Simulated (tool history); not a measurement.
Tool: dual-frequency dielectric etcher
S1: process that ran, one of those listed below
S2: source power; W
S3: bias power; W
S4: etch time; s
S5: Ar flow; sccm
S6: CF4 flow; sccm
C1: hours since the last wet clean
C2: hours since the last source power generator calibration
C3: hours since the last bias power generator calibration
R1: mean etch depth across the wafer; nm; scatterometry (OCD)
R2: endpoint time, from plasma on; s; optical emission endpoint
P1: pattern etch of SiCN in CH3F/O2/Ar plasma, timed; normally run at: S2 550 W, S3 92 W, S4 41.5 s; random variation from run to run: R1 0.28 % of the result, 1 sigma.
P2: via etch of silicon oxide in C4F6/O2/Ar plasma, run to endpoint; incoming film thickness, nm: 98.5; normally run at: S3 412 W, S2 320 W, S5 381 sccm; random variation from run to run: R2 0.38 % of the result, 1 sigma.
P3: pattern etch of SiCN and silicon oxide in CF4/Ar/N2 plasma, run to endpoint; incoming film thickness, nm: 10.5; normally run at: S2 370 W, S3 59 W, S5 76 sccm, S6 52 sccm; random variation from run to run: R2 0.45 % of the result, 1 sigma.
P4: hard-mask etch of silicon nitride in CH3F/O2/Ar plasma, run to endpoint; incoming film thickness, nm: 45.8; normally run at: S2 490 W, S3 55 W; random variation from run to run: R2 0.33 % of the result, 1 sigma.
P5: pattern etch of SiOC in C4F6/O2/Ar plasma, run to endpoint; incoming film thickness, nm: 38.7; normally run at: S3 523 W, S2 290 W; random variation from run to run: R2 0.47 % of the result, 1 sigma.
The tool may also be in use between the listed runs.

run,hour,S1,S2,S3,S4,S5,S6,C1,C2,C3,R1,R2
1,10.9,P1,550,92,41.5,,,292.3,318.9,255.3,19.505,
2,16.1,P1,340,75,41.5,,,297.5,324.1,260.5,15.182,
3,26.3,P5,290,523,,,,307.7,334.3,270.7,,14.84
4,34.1,P3,370,59,,76,30,315.5,342.1,278.5,,16.236
5,39.7,P1,550,92,41.5,,,321.1,347.7,284.1,19.477,
6,47.5,P1,550,113,41.5,,,328.9,355.5,291.9,21.023,
7,54,P5,290,523,,,,335.4,362,298.4,,14.783
8,62.7,P1,550,92,41.5,,,344.1,370.7,307.1,19.495,
9,73.5,P2,320,412,,381,,354.9,381.5,317.9,,25.813
10,79.2,P1,460,75,41.5,,,360.6,387.2,323.6,16.91,
11,88.8,P4,360,55,,,,370.2,396.8,333.2,,72.045
12,99.2,P2,320,514,,381,,380.6,407.2,343.6,,23.751
13,107.7,P1,550,58,41.5,,,389.1,415.7,352.1,16.675,
14,113.5,P3,480,59,,76,52,394.9,421.5,357.9,,11.832
15,120.3,P2,200,412,,381,,401.7,428.3,364.7,,30.777
16,125.8,P3,370,59,,76,52,407.2,433.8,370.2,,15.078
17,135.7,P1,550,92,31.5,,,417.1,443.7,380.1,14.759,
18,145,P2,320,412,,273,,426.4,453,389.4,,24.894
19,154.5,P4,490,55,,,,435.9,462.5,398.9,,64.015
20,164.5,P3,370,59,,94,52,445.9,472.5,408.9,,15.408
21,172.9,P1,550,92,41.5,,,454.3,480.9,417.3,19.577,
22,177.9,P3,370,36,,76,52,459.3,485.9,422.3,,17.248
23,187.2,P1,550,92,41.5,,,468.6,495.2,431.6,19.534,
24,198,P5,290,674,,,,479.4,506,442.4,,13.407
25,206.2,P1,400,92,41.5,,,487.6,514.2,450.6,17.385,
26,217.2,P1,550,92,41.5,,,498.6,525.2,461.6,19.577,
27,227.3,P4,490,74,,,,508.7,535.3,471.7,,57.924
28,234.2,P1,550,92,55,,,515.6,542.2,478.6,25.907,
29,243.1,P1,740,92,41.5,,,524.5,551.1,487.5,21.885,
30,248.6,P5,180,523,,,,530,556.6,493,,17.634
31,258.6,P1,550,92,41.5,,,540,566.6,503,19.503,
32,265.5,P1,550,92,41.5,,,546.9,573.5,509.9,19.429,
33,271.6,P1,550,92,41.5,,,553,579.6,516,19.451,
34,279.8,P1,550,92,41.5,,,561.2,587.8,524.2,19.335,
35,288.3,P1,550,92,41.5,,,569.7,596.3,532.7,19.3,
36,294.1,P1,550,92,41.5,,,575.5,602.1,538.5,19.294,
# hour 296.6: wet clean of the chamber
37,302.1,P1,550,92,41.5,,,5.6,610.1,546.5,19.285,
38,312.5,P1,550,92,41.5,,,16,620.5,556.9,19.299,

What P1 gives has crept away from where it was. These 2 causes fit the log equally well, each at the size given:
A: source power that arrives under what is set, % = 3.63
B: bias power that arrives under what is set, % = 3.73
The creep began at about hour 258.6.
Why every other cause is out:
chamber walls in a state that lowers the etch rate, %: serviced at hour 296.6, which brought nothing back

4 check runs are offered, each on 3 wafers whose results are averaged, their results left as question marks. Which one tells the causes apart?
check 1,322.9,P3,370,43,,76,36,,,,,?
check 2,322.9,P2,210,412,,381,,,,,,?
check 3,322.9,P4,420,55,,,,,,,,?
check 4,322.9,P5,220,523,,,,,,,,?

What each check would give under each cause:
check,result,if A,if B
check 1,R2,18.182,17.813
check 2,R2,30.578,30.597
check 3,R2,68.62,68.468
check 4,R2,16.613,16.632
How far apart the two closest causes lie, in the result that separates them most: check 1 2.05 %; check 2 0.06 %; check 3 0.22 %; check 4 0.12 %
Only check 1 tells the causes apart: in the others they would give nearly the same result.

Then check 1 was run and gave: R2 18.272 s. Which cause is it?

It is A: source power that arrives under what is set, %.

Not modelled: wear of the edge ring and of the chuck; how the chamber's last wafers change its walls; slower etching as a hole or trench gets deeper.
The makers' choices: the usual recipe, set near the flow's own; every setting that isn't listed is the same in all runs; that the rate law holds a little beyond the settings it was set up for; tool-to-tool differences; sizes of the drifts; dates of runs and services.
